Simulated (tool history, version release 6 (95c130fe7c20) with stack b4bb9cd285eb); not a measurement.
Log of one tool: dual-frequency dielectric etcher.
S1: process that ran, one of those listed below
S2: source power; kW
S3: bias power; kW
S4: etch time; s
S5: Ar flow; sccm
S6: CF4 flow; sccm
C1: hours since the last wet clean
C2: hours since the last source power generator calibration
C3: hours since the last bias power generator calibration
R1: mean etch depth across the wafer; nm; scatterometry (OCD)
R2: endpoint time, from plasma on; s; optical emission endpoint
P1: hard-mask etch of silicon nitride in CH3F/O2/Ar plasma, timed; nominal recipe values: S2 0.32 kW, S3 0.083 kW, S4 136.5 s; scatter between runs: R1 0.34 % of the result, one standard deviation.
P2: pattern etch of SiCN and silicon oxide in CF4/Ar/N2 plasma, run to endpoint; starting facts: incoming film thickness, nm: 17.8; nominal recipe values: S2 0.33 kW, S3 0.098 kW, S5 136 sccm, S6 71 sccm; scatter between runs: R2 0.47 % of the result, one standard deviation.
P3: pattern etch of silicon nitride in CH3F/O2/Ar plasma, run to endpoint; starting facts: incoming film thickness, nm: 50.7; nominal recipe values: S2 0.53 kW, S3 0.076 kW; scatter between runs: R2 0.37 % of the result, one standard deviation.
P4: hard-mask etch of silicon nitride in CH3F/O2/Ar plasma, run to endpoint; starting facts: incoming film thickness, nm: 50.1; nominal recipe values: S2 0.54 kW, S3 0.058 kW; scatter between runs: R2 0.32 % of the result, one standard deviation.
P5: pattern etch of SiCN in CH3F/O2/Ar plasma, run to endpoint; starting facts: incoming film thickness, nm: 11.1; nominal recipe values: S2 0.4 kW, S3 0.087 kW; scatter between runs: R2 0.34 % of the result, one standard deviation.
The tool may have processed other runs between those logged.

run   hour  S1    S2     S3     S4   S5  S6     C1      C2      C3      R1      R2
  1   14.3  P1  0.32  0.083  136.5           100.1  3188.2  1184.8  90.264
  2   28.2  P2  0.44  0.098         136  71    114  3202.1  1198.7          20.008
  3   38.4  P1  0.32  0.083  136.5           124.2  3212.3  1208.9  89.419
  4     53  P4  0.75  0.058                  138.8  3226.9  1223.5           61.04
  5   66.8  P4  0.54  0.081                  152.6  3240.7  1237.3          62.214
  6   80.3  P1  0.32  0.083  136.5           166.1  3254.2  1250.8  89.619
  7   92.7  P1  0.44  0.066  136.5           178.5  3266.6  1263.2  92.953
  8  105.5  P5   0.4  0.087                  191.3  3279.4    1276          27.834
  9  118.2  P1  0.32  0.083     77             204  3292.1  1288.7  50.675
 10  131.2  P1  0.32  0.083    168             217  3305.1  1301.7  109.87
 11  145.7  P3  0.53  0.076                  231.5  3319.6  1316.2          64.226
 12  159.7  P1  0.19  0.083  136.5           245.5  3333.6  1330.2  73.819
 13  168.2  P5   0.4   0.12                    254  3342.1  1338.7          24.674
 14  176.1  P2  0.33  0.098         136  49  261.9    3350  1346.6          27.132
 15  186.9  P1  0.39  0.083    109           272.7  3360.8  1357.4  77.319
     195.1  -- source power generator calibrated
     198.4  -- bias power generator calibrated
 16  203.4  P5   0.3  0.087                  289.2     8.3     5.1          30.791
 17    218  P1  0.32  0.053  136.5           303.8    22.9    19.7   76.88
 18  234.2  P1  0.32  0.083  136.5             320    39.1    35.9  89.388
 19  243.6  P1  0.32  0.083  136.5           329.4    48.5    45.3  89.515
 20  257.4  P1  0.32  0.083  136.5           343.2    62.3    59.1  89.672
 21  269.1  P1  0.38  0.083  136.5           354.9      74    70.8  96.047
 22  276.8  P1  0.32  0.105  136.5           362.6    81.7    78.5  97.206
 23  293.8  P3  0.53  0.062                  379.6    98.7    95.5           68.62
 24  311.1  P3  0.73  0.076                  396.9     116   112.8          56.819
 25  320.6  P3  0.53  0.076                  406.4   125.5   122.3          64.195
 26  333.9  P2  0.33  0.136         136  71  419.7   138.8   135.6          22.599
 27  343.9  P5   0.4  0.087                  429.7   148.8   145.6          27.801
 28    354  P2  0.33  0.098         164  71  439.8   158.9   155.7           26.28
 29  363.8  P1  0.39  0.098  136.5           449.6   168.7   165.5  102.43
 30  371.4  P4  0.54  0.058                  457.2   176.3   173.1          69.515
 31  381.5  P2  0.33  0.098         136  71  467.3   186.4   183.2          25.703
 32  389.4  P1  0.32  0.083  136.5           475.2   194.3   191.1  89.244

Predict the results of run 33:
 33  398.4  P1  0.32  0.083  136.5          484.2  203.3  200.1   ?

R1: 89.592 nm
